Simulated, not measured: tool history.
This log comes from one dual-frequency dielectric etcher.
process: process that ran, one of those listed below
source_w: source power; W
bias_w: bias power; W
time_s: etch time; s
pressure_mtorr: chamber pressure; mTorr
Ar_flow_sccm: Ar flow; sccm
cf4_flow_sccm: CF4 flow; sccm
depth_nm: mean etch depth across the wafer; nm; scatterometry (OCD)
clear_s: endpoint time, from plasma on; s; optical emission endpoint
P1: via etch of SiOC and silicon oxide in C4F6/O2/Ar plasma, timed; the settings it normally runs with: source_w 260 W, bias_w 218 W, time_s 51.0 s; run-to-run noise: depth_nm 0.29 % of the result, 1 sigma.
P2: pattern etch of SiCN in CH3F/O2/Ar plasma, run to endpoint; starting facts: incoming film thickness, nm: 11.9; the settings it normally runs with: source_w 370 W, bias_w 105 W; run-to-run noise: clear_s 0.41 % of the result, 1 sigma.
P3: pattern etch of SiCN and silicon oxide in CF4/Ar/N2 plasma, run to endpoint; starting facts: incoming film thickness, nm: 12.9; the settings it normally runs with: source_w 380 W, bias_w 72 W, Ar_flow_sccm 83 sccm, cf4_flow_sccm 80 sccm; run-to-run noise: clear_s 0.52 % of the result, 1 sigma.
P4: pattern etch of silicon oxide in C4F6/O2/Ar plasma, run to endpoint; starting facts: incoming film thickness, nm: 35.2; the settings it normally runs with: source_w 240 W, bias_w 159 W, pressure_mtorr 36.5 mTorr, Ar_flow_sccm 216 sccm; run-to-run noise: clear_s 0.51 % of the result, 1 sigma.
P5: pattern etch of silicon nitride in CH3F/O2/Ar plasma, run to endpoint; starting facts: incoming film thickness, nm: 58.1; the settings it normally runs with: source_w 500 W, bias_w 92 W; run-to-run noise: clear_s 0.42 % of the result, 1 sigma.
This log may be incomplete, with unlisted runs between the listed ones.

run   hour  process  source_w  bias_w  time_s  pressure_mtorr  Ar_flow_sccm  cf4_flow_sccm  depth_nm  clear_s
  1    4.5       P1       260     218    51.0                                                 52.129
  2    8.1       P1       260     218    51.0                                                 51.773
  3   12.2       P4       330     159                    36.5           216                            12.103
  4   15.1       P4       240     159                    36.5           216                            13.565
      19.5  -- wet clean of the chamber
  5   19.9       P3       380      72                                    83             80             16.652
  6   24.9       P3       380      72                                    83             96             16.320
  7   28.9       P5       500      58                                                                  84.036
  8   31.4       P3       380      72                                    59             80             16.017
  9   34.8       P4       240     213                    36.5           216                            12.275
 10   37.5       P1       320     218    51.0                                                 56.334
 11   41.0       P1       260     303    51.0                                                 58.012
 12   45.8       P2       370     147                                                                  25.464
 13   50.8       P1       260     218    37.5                                                 37.935
 14   54.4       P4       240     159                    36.5           271                            13.830
 15   56.8       P5       500      92                                                                  72.342
 16   61.4       P4       240     159                    26.0           216                            13.000
 17   64.2       P1       260     218    51.0                                                 51.833
 18   68.8       P1       260     218    51.0                                                 51.724
 19   71.5       P5       690      92                                                                  63.875
 20   74.5       P2       370     105                                                                  29.004
 21   78.0       P3       240      72                                    83             80             24.844
 22   80.9       P2       370     105                                                                  29.222
 23   84.2       P1       260     218    51.0                                                 51.937
 24   89.0       P4       240     159                    36.5           216                            13.615
 25   93.3       P2       220     105                                                                  35.469
 26   97.6       P5       500      92                                                                  72.280
 27  100.5       P1       260     134    51.0                                                 44.001
 28  103.9       P1       260     218    51.0                                                 51.676
 29  109.0       P1       170     218    51.0                                                 44.166
 30  112.9       P1       190     218    39.5                                                 35.598
 31  117.8       P1       260     218    62.5                                                 63.495
 32  123.0       P3       380      48                                    83             80             19.012
 33  125.5       P1       260     218    51.0                                                 51.878
 34  129.7       P1       260     218    51.0                                                 51.545
 35  134.6       P1       260     218    51.0                                                 51.181
     137.6  -- wet clean of the chamber
 36  137.9       P1       260     218    51.0                                                 51.027
 37  140.5       P1       260     218    51.0                                                 50.769
 38  145.2       P1       260     218    51.0                                                 50.997
 39  148.6       P1       260     218    51.0                                                 51.015
 40  151.7       P1       260     218    51.0                                                 51.044

Something has made what P1 gives creep away from where it was; the 2 causes below, each at its own stated size, fit the log equally well:
A: source power that arrives under what is set, % = 3.79
B: bias power that arrives under what is set, % = 4.19
At approximately hour 125.5, the process output began to creep.
Every other cause this tool's parts could produce, and why it does not fit the log:
chamber walls in a state that lowers the etch rate, %: work on it at hour 137.6, done after the drift set in, did not restore what the process gave before

The 4 check runs listed below each average the results of 3 wafers, and their outcomes are marked with question marks. Under which run would the listed causes produce clearly different results?
check 1  154.8       P3       380      48                                    83             80                  ?
check 2  154.8       P4       300     200                    36.5           216                                 ?
check 3  154.8       P5       620      92                                                                       ?
check 4  154.8       P2       230     142                                                                       ?

Check results expected under each cause:
  check   result    if A    if B
check 1  clear_s  19.603  19.175
check 2  clear_s  11.710  11.700
check 3  clear_s  67.488  67.511
check 4  clear_s  31.217  31.329
Per-check spread between the two closest causes, in the result where they differ most: check 1 2.21 %; check 2 0.08 %; check 3 0.03 %; check 4 0.36 %
Check 1 tells the causes apart: in the others they would give nearly the same result.

Check 1 was then run and gave: clear_s 19.550 s. Which cause is it?

It is A: source power that arrives under what is set, %.
